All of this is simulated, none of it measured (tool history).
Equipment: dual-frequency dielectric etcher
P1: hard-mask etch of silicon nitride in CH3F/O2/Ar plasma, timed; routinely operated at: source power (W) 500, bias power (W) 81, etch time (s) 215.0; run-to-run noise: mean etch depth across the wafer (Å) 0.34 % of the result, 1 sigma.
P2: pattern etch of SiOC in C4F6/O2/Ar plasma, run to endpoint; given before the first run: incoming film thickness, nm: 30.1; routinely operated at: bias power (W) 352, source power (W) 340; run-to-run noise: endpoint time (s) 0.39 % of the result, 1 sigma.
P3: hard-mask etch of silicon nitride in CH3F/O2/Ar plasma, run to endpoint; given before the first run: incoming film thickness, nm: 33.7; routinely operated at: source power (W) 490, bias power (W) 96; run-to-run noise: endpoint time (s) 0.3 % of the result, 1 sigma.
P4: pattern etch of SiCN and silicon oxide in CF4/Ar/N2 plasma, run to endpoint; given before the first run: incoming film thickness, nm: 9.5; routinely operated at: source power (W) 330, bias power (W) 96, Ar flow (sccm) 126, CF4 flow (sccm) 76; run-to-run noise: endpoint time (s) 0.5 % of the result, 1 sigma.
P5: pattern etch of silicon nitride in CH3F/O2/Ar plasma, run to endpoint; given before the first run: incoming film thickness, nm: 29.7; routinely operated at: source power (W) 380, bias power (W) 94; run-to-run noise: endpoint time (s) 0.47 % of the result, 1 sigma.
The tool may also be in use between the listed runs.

| run | day | process that ran | source power (W) | bias power (W) | etch time (s) | Ar flow (sccm) | CF4 flow (sccm) | hours since the last wet clean | hours since the last source power generator calibration | hours since the last bias power generator calibration | mean etch depth across the wafer (Å) | endpoint time (s) |
|---|---|---|---|---|---|---|---|---|---|---|---|---|
| 1 | 0.121 | P1 | 500 | 81 | 215.0 |  |  | 207.0 | 2512.8 | 1004.3 | 1754.0 |  |
| 2 | 0.362 | P3 | 490 | 131 |  |  |  | 212.8 | 2518.6 | 1010.1 |  | 36.746 |
| 3 | 0.567 | P3 | 490 | 96 |  |  |  | 217.7 | 2523.5 | 1015.0 |  | 41.189 |
| 4 | 0.779 | P4 | 330 | 96 |  | 103 | 76 | 222.8 | 2528.6 | 1020.1 |  | 13.133 |
|  | 0.783 | source power generator calibrated |
| 5 | 1.008 | P1 | 500 | 81 | 215.0 |  |  | 228.3 | 5.5 | 1025.6 | 1755.3 |  |
| 6 | 1.117 | P2 | 340 | 473 |  |  |  | 230.9 | 8.1 | 1028.2 |  | 11.279 |
| 7 | 1.275 | P4 | 330 | 96 |  | 126 | 76 | 234.7 | 11.9 | 1032.0 |  | 13.564 |
| 8 | 1.438 | P5 | 380 | 94 |  |  |  | 238.6 | 15.8 | 1035.9 |  | 39.201 |
| 9 | 1.621 | P1 | 500 | 64 | 215.0 |  |  | 243.0 | 20.2 | 1040.3 | 1618.7 |  |
| 10 | 1.812 | P4 | 330 | 96 |  | 126 | 106 | 247.6 | 24.8 | 1044.9 |  | 12.921 |
| 11 | 2.050 | P1 | 500 | 81 | 215.0 |  |  | 253.3 | 30.5 | 1050.6 | 1749.8 |  |
| 12 | 2.296 | P1 | 500 | 81 | 215.0 |  |  | 259.2 | 36.4 | 1056.5 | 1752.5 |  |
|  | 2.379 | bias power generator calibrated |
| 13 | 2.442 | P2 | 250 | 352 |  |  |  | 262.7 | 39.9 | 1.5 |  | 14.025 |
| 14 | 2.592 | P1 | 400 | 81 | 215.0 |  |  | 266.3 | 43.5 | 5.1 | 1600.9 |  |
| 15 | 2.804 | P2 | 340 | 352 |  |  |  | 271.4 | 48.6 | 10.2 |  | 12.546 |
| 16 | 3.025 | P4 | 460 | 96 |  | 126 | 76 | 276.7 | 53.9 | 15.5 |  | 10.131 |
| 17 | 3.233 | P1 | 500 | 81 | 305.0 |  |  | 281.7 | 58.9 | 20.5 | 2468.9 |  |
| 18 | 3.412 | P1 | 500 | 97 | 215.0 |  |  | 286.0 | 63.2 | 24.8 | 1858.5 |  |
| 19 | 3.629 | P1 | 500 | 81 | 215.0 |  |  | 291.2 | 68.4 | 30.0 | 1751.9 |  |
| 20 | 3.850 | P3 | 320 | 96 |  |  |  | 296.5 | 73.7 | 35.3 |  | 48.136 |
| 21 | 3.983 | P4 | 330 | 71 |  | 126 | 76 | 299.7 | 76.9 | 38.5 |  | 15.175 |
|  | 4.008 | wet clean of the chamber |
| 22 | 4.217 | P5 | 220 | 94 |  |  |  | 5.0 | 82.5 | 44.1 |  | 48.168 |
| 23 | 4.375 | P1 | 690 | 81 | 215.0 |  |  | 8.8 | 86.3 | 47.9 | 1981.1 |  |
| 24 | 4.492 | P5 | 380 | 63 |  |  |  | 11.6 | 89.1 | 50.7 |  | 45.184 |
| 25 | 4.612 | P1 | 500 | 103 | 275.5 |  |  | 14.5 | 92.0 | 53.6 | 2435.6 |  |
| 26 | 4.796 | P1 | 500 | 81 | 139.0 |  |  | 18.9 | 96.4 | 58.0 | 1136.4 |  |
| 27 | 4.912 | P1 | 500 | 81 | 215.0 |  |  | 21.7 | 99.2 | 60.8 | 1747.6 |  |
| 28 | 5.092 | P1 | 500 | 81 | 215.0 |  |  | 26.0 | 103.5 | 65.1 | 1730.1 |  |
| 29 | 5.242 | P1 | 500 | 81 | 215.0 |  |  | 29.6 | 107.1 | 68.7 | 1735.6 |  |
| 30 | 5.362 | P1 | 500 | 81 | 215.0 |  |  | 32.5 | 110.0 | 71.6 | 1724.5 |  |
| 31 | 5.592 | P1 | 500 | 81 | 215.0 |  |  | 38.0 | 115.5 | 77.1 | 1730.8 |  |
| 32 | 5.833 | P1 | 500 | 81 | 215.0 |  |  | 43.8 | 121.3 | 82.9 | 1727.4 |  |
| 33 | 5.962 | P1 | 500 | 81 | 215.0 |  |  | 46.9 | 124.4 | 86.0 | 1712.6 |  |
|  | 6.000 | wet clean of the chamber |
| 34 | 6.079 | P1 | 500 | 81 | 215.0 |  |  | 1.9 | 127.2 | 88.8 | 1719.0 |  |
| 35 | 6.321 | P1 | 500 | 81 | 215.0 |  |  | 7.7 | 133.0 | 94.6 | 1730.2 |  |
| 36 | 6.550 | P1 | 500 | 81 | 215.0 |  |  | 13.2 | 138.5 | 100.1 | 1714.2 |  |

P1 has crept away from where it was. The log is fitted equally well by each of these 2 causes, at the sizes shown:
A: bias power that arrives under what is set, % = 4.79
B: source power that arrives under what is set, % = 4.37
The gradual shift began around day 4.912.
Each remaining cause and why it is not a fit:
chamber walls in a state that lowers the etch rate, %: serviced at day 6.000, which brought nothing back

4 check runs are offered, each on 3 wafers whose results are averaged, their results left as question marks. Which one tells the causes apart?
| check 1 | 6.779 | P4 | 390 | 96 |  | 126 | 76 |  |  |  |  | ? |
| check 2 | 6.779 | P5 | 240 | 77 |  |  |  |  |  |  |  | ? |
| check 3 | 6.779 | P2 | 280 | 449 |  |  |  |  |  |  |  | ? |
| check 4 | 6.779 | P3 | 340 | 111 |  |  |  |  |  |  |  | ? |

Predicted outcomes, by check and by cause:
| check | result | if A | if B |
|---|---|---|---|
| check 1 | endpoint time (s) | 11.937 | 12.190 |
| check 2 | endpoint time (s) | 51.010 | 50.962 |
| check 3 | endpoint time (s) | 12.555 | 12.532 |
| check 4 | endpoint time (s) | 45.688 | 45.597 |
Minimum pairwise separation of causes per check, each pair taken at its best-separating result: check 1 2.1 %; check 2 0.09 %; check 3 0.18 %; check 4 0.2 %
Only in check 1 would the causes give clearly different results; in the remaining checks their results would be nearly the same.

The results of check 1 are: endpoint time (s) 12.184. Based on these, which of the listed causes is it?

It is B: source power that arrives under what is set, %.
